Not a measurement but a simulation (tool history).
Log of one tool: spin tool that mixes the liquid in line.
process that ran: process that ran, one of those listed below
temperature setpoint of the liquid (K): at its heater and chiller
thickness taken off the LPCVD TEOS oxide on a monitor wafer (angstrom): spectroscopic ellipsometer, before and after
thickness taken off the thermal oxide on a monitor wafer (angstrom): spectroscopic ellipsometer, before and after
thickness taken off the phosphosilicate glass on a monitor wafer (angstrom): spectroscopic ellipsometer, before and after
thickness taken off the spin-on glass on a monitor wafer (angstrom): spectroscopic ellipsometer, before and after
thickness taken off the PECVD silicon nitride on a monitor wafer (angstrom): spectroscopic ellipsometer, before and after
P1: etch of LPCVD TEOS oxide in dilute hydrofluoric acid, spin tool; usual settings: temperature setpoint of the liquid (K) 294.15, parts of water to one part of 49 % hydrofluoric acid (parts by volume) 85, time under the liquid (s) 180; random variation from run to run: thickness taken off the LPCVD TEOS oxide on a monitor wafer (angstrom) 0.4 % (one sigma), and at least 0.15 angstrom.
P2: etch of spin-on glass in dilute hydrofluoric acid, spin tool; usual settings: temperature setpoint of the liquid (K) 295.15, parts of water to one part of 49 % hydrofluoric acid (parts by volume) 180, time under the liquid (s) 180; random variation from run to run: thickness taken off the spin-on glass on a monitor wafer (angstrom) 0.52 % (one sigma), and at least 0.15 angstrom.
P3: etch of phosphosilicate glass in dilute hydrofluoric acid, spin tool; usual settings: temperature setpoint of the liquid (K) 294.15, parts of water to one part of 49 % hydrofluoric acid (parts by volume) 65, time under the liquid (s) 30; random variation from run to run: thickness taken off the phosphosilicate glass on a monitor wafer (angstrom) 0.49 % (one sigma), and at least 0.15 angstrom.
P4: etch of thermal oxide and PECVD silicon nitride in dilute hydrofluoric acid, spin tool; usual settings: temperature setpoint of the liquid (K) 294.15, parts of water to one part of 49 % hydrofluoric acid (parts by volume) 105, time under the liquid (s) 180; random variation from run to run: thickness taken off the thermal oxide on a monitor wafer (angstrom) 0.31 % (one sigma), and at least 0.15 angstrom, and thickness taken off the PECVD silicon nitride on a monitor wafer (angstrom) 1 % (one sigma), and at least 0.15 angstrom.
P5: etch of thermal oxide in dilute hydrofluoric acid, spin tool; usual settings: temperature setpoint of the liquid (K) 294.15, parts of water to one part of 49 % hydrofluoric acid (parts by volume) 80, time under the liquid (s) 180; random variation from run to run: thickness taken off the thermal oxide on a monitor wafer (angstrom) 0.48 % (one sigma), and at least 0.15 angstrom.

run,hour,process that ran,temperature setpoint of the liquid (K),parts of water to one part of 49 % hydrofluoric acid (parts by volume),time under the liquid (s),hours since the thermometer was replaced,hours since the hydrofluoric acid flow meter was replaced,thickness taken off the LPCVD TEOS oxide on a monitor wafer (angstrom),thickness taken off the thermal oxide on a monitor wafer (angstrom),thickness taken off the phosphosilicate glass on a monitor wafer (angstrom),thickness taken off the spin-on glass on a monitor wafer (angstrom),thickness taken off the PECVD silicon nitride on a monitor wafer (angstrom)
1,15.9,P1,294.15,85,180,354.8,1859.9,406.22,,,,
2,31.9,P5,294.15,45,180,370.8,1875.9,,184.3,,,
3,40.6,P1,290.15,40,180,379.5,1884.6,763.92,,,,
4,57.6,P3,294.15,65,15,396.5,1901.6,,,214.84,,
5,71.9,P3,294.15,110,30,410.8,1915.9,,,241.85,,
6,91.2,P1,290.15,85,15,430.1,1935.2,28.619,,,,
7,108,P1,294.15,140,180,446.9,1952,233.77,,,,
8,118.1,P1,301.65,85,180,457,1962.1,547.26,,,,
9,136.6,P2,299.15,180,180,475.5,1980.6,,,,204.4,
10,155.2,P3,294.15,65,30,494.1,1999.2,,,432.48,,
11,165.8,P4,302.65,105,180,504.7,2009.8,,98.367,,,45.564
12,177,P1,294.15,85,180,515.9,2021,405.89,,,,
13,195.2,P5,294.15,80,180,534.1,2039.2,,98.705,,,
14,204.1,P4,294.15,105,180,543,2048.1,,70.9,,,26.021
15,216.3,P1,290.65,85,180,555.2,2060.3,352.78,,,,
16,227.3,P5,302.15,80,180,566.2,2071.3,,136.59,,,
17,235.7,P1,294.15,85,180,574.6,2079.7,404.5,,,,
18,244,P2,295.15,180,180,582.9,2088,,,,174.52,
# hour 245: hydrofluoric acid flow meter replaced
19,258.4,P4,294.15,170,180,597.3,13.4,,40.779,,,16.396
20,271.3,P2,295.15,80,180,610.2,26.3,,,,441.97,
21,286.8,P1,294.15,85,180,625.7,41.8,406.61,,,,
22,301.2,P3,290.15,65,30,640.1,56.2,,,360.63,,
# hour 312.8: thermometer replaced
23,315.5,P1,294.15,85,180,2.7,70.5,409.01,,,,
24,332.5,P4,294.15,105,15,19.7,87.5,,6.0659,,,2.176
25,350.5,P1,294.15,85,25,37.7,105.5,56.589,,,,
26,364.4,P4,294.15,105,180,51.6,119.4,,70.642,,,26.191
27,373.9,P1,294.15,85,180,61.1,128.9,405.24,,,,
28,384.3,P2,295.15,180,180,71.5,139.3,,,,175.65,
29,403.5,P5,294.15,80,20,90.7,158.5,,11.041,,,
30,421.3,P1,290.15,140,180,108.5,176.3,196.89,,,,
31,440.6,P3,294.15,65,30,127.8,195.6,,,429.41,,
32,459.9,P1,294.15,85,305,147.1,214.9,686.39,,,,
33,476.5,P2,295.15,180,35,163.7,231.5,,,,33.791,
34,492,P1,294.15,45,180,179.2,247,800.1,,,,
35,506,P5,294.15,80,180,193.2,261,,98.171,,,
36,522.6,P1,294.15,85,180,209.8,277.6,405.6,,,,
37,532.6,P1,294.15,85,180,219.8,287.6,405.78,,,,
38,543.8,P1,294.15,85,180,231,298.8,396.59,,,,
39,557.1,P1,294.15,85,180,244.3,312.1,389.14,,,,
40,574,P1,294.15,85,180,261.2,329,388.14,,,,
41,592.4,P1,294.15,85,180,279.6,347.4,381.55,,,,
42,609.7,P1,294.15,85,180,296.9,364.7,381.48,,,,
43,619,P1,294.15,85,180,306.2,374,380.62,,,,

What P1 gives has crept away from where it was. These 2 causes fit the log equally well, each at the size given:
A: hydrofluoric acid flow below the setpoint (%) = 5.38
B: liquid colder than its thermometer reads (K) = 1.48
The creep began at about hour 532.6.

4 check runs are offered, each on 5 wafers whose results are averaged, their results left as question marks. Which one tells the causes apart?
check 1,628.3,P3,290.15,65,30,,,,,?,,
check 2,628.3,P4,298.65,105,180,,,,?,,,?
check 3,628.3,P2,295.15,100,180,,,,,,?,
check 4,628.3,P5,298.15,80,20,,,,?,,,

What each check would give under each cause:
check,result,if A,if B
check 1,thickness taken off the phosphosilicate glass on a monitor wafer (angstrom),342.31,340.69
check 2,thickness taken off the thermal oxide on a monitor wafer (angstrom),79.534,79.916
check 2,thickness taken off the PECVD silicon nitride on a monitor wafer (angstrom),33.424,32.055
check 3,thickness taken off the spin-on glass on a monitor wafer (angstrom),325.15,325.76
check 4,thickness taken off the thermal oxide on a monitor wafer (angstrom),12.186,12.208
How far apart the two closest causes lie, in the result that separates them most: check 1 0.47 %; check 2 4.18 %; check 3 0.19 %; check 4 0.18 %
Only check 2 tells the causes apart: in the others they would give nearly the same result.

Check 2 was then run and gave: thickness taken off the thermal oxide on a monitor wafer (angstrom) 79.891; thickness taken off the PECVD silicon nitride on a monitor wafer (angstrom) 31.684. Which cause is it?

It is B: liquid colder than its thermometer reads (K).
